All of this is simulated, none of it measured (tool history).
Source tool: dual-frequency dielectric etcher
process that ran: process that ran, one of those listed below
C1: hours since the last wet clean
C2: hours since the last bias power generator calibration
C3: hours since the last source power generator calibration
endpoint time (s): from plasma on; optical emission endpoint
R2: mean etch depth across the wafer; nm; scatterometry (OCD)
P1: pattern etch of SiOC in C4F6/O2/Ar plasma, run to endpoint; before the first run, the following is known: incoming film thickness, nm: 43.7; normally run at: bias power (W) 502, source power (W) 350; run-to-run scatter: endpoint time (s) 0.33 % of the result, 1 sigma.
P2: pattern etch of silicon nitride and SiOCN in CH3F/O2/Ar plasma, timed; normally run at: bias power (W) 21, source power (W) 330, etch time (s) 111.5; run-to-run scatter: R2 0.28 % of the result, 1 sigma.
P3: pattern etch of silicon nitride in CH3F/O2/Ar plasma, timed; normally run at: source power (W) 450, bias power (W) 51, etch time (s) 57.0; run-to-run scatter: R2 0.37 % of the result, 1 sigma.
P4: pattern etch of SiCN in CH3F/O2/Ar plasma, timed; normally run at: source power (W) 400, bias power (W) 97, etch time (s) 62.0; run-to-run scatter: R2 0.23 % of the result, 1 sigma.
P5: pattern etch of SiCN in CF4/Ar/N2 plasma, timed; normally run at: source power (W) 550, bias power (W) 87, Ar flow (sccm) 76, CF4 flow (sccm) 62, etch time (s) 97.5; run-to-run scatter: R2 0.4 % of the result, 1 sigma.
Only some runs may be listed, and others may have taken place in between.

run 1 hour=5.1 | process_that_ran=P1 bias_power_(W)=502 source_power_(W)=350 | C1=457.3 C2=2102.1 C3=734.8 | endpoint_time_(s)=15.416
run 2 hour=8.9 | process_that_ran=P3 bias_power_(W)=72 source_power_(W)=450 etch_time_(s)=57.0 | C1=461.1 C2=2105.9 C3=738.6 | R2=41.8520
run 3 hour=16.9 | process_that_ran=P5 bias_power_(W)=87 source_power_(W)=550 etch_time_(s)=97.5 Ar_flow_(sccm)=106 CF4_flow_(sccm)=62 | C1=469.1 C2=2113.9 C3=746.6 | R2=103.3600
run 4 hour=25.3 | process_that_ran=P1 bias_power_(W)=659 source_power_(W)=350 | C1=477.5 C2=2122.3 C3=755.0 | endpoint_time_(s)=13.844
run 5 hour=31.9 | process_that_ran=P5 bias_power_(W)=87 source_power_(W)=550 etch_time_(s)=97.5 Ar_flow_(sccm)=76 CF4_flow_(sccm)=62 | C1=484.1 C2=2128.9 C3=761.6 | R2=107.9400
run 6 hour=37.3 | process_that_ran=P2 bias_power_(W)=21 source_power_(W)=460 etch_time_(s)=111.5 | C1=489.5 C2=2134.3 C3=767.0 | R2=15.6090
run 7 hour=41.5 | process_that_ran=P4 bias_power_(W)=97 source_power_(W)=320 etch_time_(s)=62.0 | C1=493.7 C2=2138.5 C3=771.2 | R2=23.8280
run 8 hour=46.4 | process_that_ran=P1 bias_power_(W)=502 source_power_(W)=500 | C1=498.6 C2=2143.4 C3=776.1 | endpoint_time_(s)=13.482
run 9 hour=54.0 | process_that_ran=P3 bias_power_(W)=51 source_power_(W)=350 etch_time_(s)=57.0 | C1=506.2 C2=2151.0 C3=783.7 | R2=34.0010
run 10 hour=60.5 | process_that_ran=P5 bias_power_(W)=87 source_power_(W)=550 etch_time_(s)=97.5 Ar_flow_(sccm)=76 CF4_flow_(sccm)=62 | C1=512.7 C2=2157.5 C3=790.2 | R2=108.0200
run 11 hour=65.6 | process_that_ran=P3 bias_power_(W)=51 source_power_(W)=450 etch_time_(s)=85.0 | C1=517.8 C2=2162.6 C3=795.3 | R2=55.4610
run 12 hour=70.2 | process_that_ran=P4 bias_power_(W)=97 source_power_(W)=400 etch_time_(s)=34.0 | C1=522.4 C2=2167.2 C3=799.9 | R2=14.1710
run 13 hour=75.0 | process_that_ran=P5 bias_power_(W)=87 source_power_(W)=760 etch_time_(s)=97.5 Ar_flow_(sccm)=76 CF4_flow_(sccm)=62 | C1=527.2 C2=2172.0 C3=804.7 | R2=143.7900
run 14 hour=82.0 | process_that_ran=P1 bias_power_(W)=502 source_power_(W)=350 | C1=534.2 C2=2179.0 C3=811.7 | endpoint_time_(s)=15.396
run 15 hour=86.0 | process_that_ran=P1 bias_power_(W)=363 source_power_(W)=260 | C1=538.2 C2=2183.0 C3=815.7 | endpoint_time_(s)=19.346
run 16 hour=89.6 | process_that_ran=P1 bias_power_(W)=366 source_power_(W)=350 | C1=541.8 C2=2186.6 C3=819.3 | endpoint_time_(s)=17.323
run 17 hour=93.4 | process_that_ran=P1 bias_power_(W)=340 source_power_(W)=260 | C1=545.6 C2=2190.4 C3=823.1 | endpoint_time_(s)=19.883
-- hour=96.2 source power generator calibrated
run 18 hour=100.3 | process_that_ran=P4 bias_power_(W)=97 source_power_(W)=400 etch_time_(s)=62.0 | C1=552.5 C2=2197.3 C3=4.2 | R2=25.8950
run 19 hour=108.0 | process_that_ran=P1 bias_power_(W)=502 source_power_(W)=350 | C1=560.2 C2=2205.0 C3=11.9 | endpoint_time_(s)=15.360
run 20 hour=114.4 | process_that_ran=P2 bias_power_(W)=21 source_power_(W)=330 etch_time_(s)=111.5 | C1=566.6 C2=2211.4 C3=18.3 | R2=13.8820
run 21 hour=122.3 | process_that_ran=P1 bias_power_(W)=502 source_power_(W)=350 | C1=574.5 C2=2219.3 C3=26.2 | endpoint_time_(s)=15.337
run 22 hour=128.9 | process_that_ran=P5 bias_power_(W)=87 source_power_(W)=550 etch_time_(s)=59.5 Ar_flow_(sccm)=76 CF4_flow_(sccm)=62 | C1=581.1 C2=2225.9 C3=32.8 | R2=66.6510
run 23 hour=133.9 | process_that_ran=P5 bias_power_(W)=115 source_power_(W)=550 etch_time_(s)=97.5 Ar_flow_(sccm)=76 CF4_flow_(sccm)=62 | C1=586.1 C2=2230.9 C3=37.8 | R2=119.0100
run 24 hour=140.0 | process_that_ran=P1 bias_power_(W)=502 source_power_(W)=350 | C1=592.2 C2=2237.0 C3=43.9 | endpoint_time_(s)=15.439
run 25 hour=144.7 | process_that_ran=P4 bias_power_(W)=134 source_power_(W)=400 etch_time_(s)=62.0 | C1=596.9 C2=2241.7 C3=48.6 | R2=29.2470
run 26 hour=153.0 | process_that_ran=P1 bias_power_(W)=502 source_power_(W)=230 | C1=605.2 C2=2250.0 C3=56.9 | endpoint_time_(s)=17.840
run 27 hour=160.9 | process_that_ran=P3 bias_power_(W)=51 source_power_(W)=450 etch_time_(s)=57.0 | C1=613.1 C2=2257.9 C3=64.8 | R2=37.2710
run 28 hour=166.0 | process_that_ran=P2 bias_power_(W)=21 source_power_(W)=330 etch_time_(s)=73.5 | C1=618.2 C2=2263.0 C3=69.9 | R2=9.2057
run 29 hour=170.0 | process_that_ran=P2 bias_power_(W)=21 source_power_(W)=330 etch_time_(s)=111.5 | C1=622.2 C2=2267.0 C3=73.9 | R2=13.8650
run 30 hour=178.0 | process_that_ran=P5 bias_power_(W)=87 source_power_(W)=550 etch_time_(s)=97.5 Ar_flow_(sccm)=76 CF4_flow_(sccm)=85 | C1=630.2 C2=2275.0 C3=81.9 | R2=112.4400
run 31 hour=183.3 | process_that_ran=P2 bias_power_(W)=27 source_power_(W)=330 etch_time_(s)=111.5 | C1=635.5 C2=2280.3 C3=87.2 | R2=15.6670
run 32 hour=187.9 | process_that_ran=P1 bias_power_(W)=502 source_power_(W)=350 | C1=640.1 C2=2284.9 C3=91.8 | endpoint_time_(s)=15.359
run 33 hour=195.0 | process_that_ran=P1 bias_power_(W)=502 source_power_(W)=350 | C1=647.2 C2=2292.0 C3=98.9 | endpoint_time_(s)=15.618
run 34 hour=202.3 | process_that_ran=P1 bias_power_(W)=502 source_power_(W)=350 | C1=654.5 C2=2299.3 C3=106.2 | endpoint_time_(s)=15.487
-- hour=203.6 wet clean of the chamber
run 35 hour=206.8 | process_that_ran=P1 bias_power_(W)=502 source_power_(W)=350 | C1=3.2 C2=2303.8 C3=110.7 | endpoint_time_(s)=15.664
run 36 hour=213.0 | process_that_ran=P1 bias_power_(W)=502 source_power_(W)=350 | C1=9.4 C2=2310.0 C3=116.9 | endpoint_time_(s)=15.750
run 37 hour=219.1 | process_that_ran=P1 bias_power_(W)=502 source_power_(W)=350 | C1=15.5 C2=2316.1 C3=123.0 | endpoint_time_(s)=15.640
run 38 hour=223.8 | process_that_ran=P1 bias_power_(W)=502 source_power_(W)=350 | C1=20.2 C2=2320.8 C3=127.7 | endpoint_time_(s)=15.591

The log shows P1 creeping away from where it was. Any of the 2 causes listed here, at the size stated for it, fits the log just as well as the others:
A: source power that arrives under what is set, % = 4.4
B: bias power that arrives under what is set, % = 4.32
The gradual shift began around hour 187.9.
Other possible causes, and why each is ruled out:
chamber walls in a state that lowers the etch rate, %: serviced at hour 203.6, which brought nothing back

The 4 check runs listed below each average the results of 2 wafers, and their outcomes are marked with question marks. Under which run would the listed causes produce clearly different results?
run check 1 hour=228.5 | process_that_ran=P3 bias_power_(W)=70 source_power_(W)=360 etch_time_(s)=57.0 | R2=?
run check 2 hour=228.5 | process_that_ran=P2 bias_power_(W)=27 source_power_(W)=400 etch_time_(s)=111.5 | R2=?
run check 3 hour=228.5 | process_that_ran=P5 bias_power_(W)=87 source_power_(W)=550 etch_time_(s)=97.5 Ar_flow_(sccm)=94 CF4_flow_(sccm)=62 | R2=?
run check 4 hour=228.5 | process_that_ran=P4 bias_power_(W)=124 source_power_(W)=400 etch_time_(s)=39.0 | R2=?

Predicted outcomes, by check and by cause:
check=check_1 result=R2 if_A=37.3770 if_B=37.4510
check=check_2 result=R2 if_A=16.3900 if_B=16.3090
check=check_3 result=R2 if_A=100.8900 if_B=103.3000
check=check_4 result=R2 if_A=17.5510 if_B=17.5370
Separation of the two closest causes in each check, using whichever result separates them best: check 1 0.2 %; check 2 0.5 %; check 3 2.36 %; check 4 0.08 %
Only check 3 tells the causes apart: in the others they would give nearly the same result.

Here is what check 3 returned: R2 103.4500 nm. Which cause is it?

The correct cause is B, namely: bias power that arrives under what is set, %.

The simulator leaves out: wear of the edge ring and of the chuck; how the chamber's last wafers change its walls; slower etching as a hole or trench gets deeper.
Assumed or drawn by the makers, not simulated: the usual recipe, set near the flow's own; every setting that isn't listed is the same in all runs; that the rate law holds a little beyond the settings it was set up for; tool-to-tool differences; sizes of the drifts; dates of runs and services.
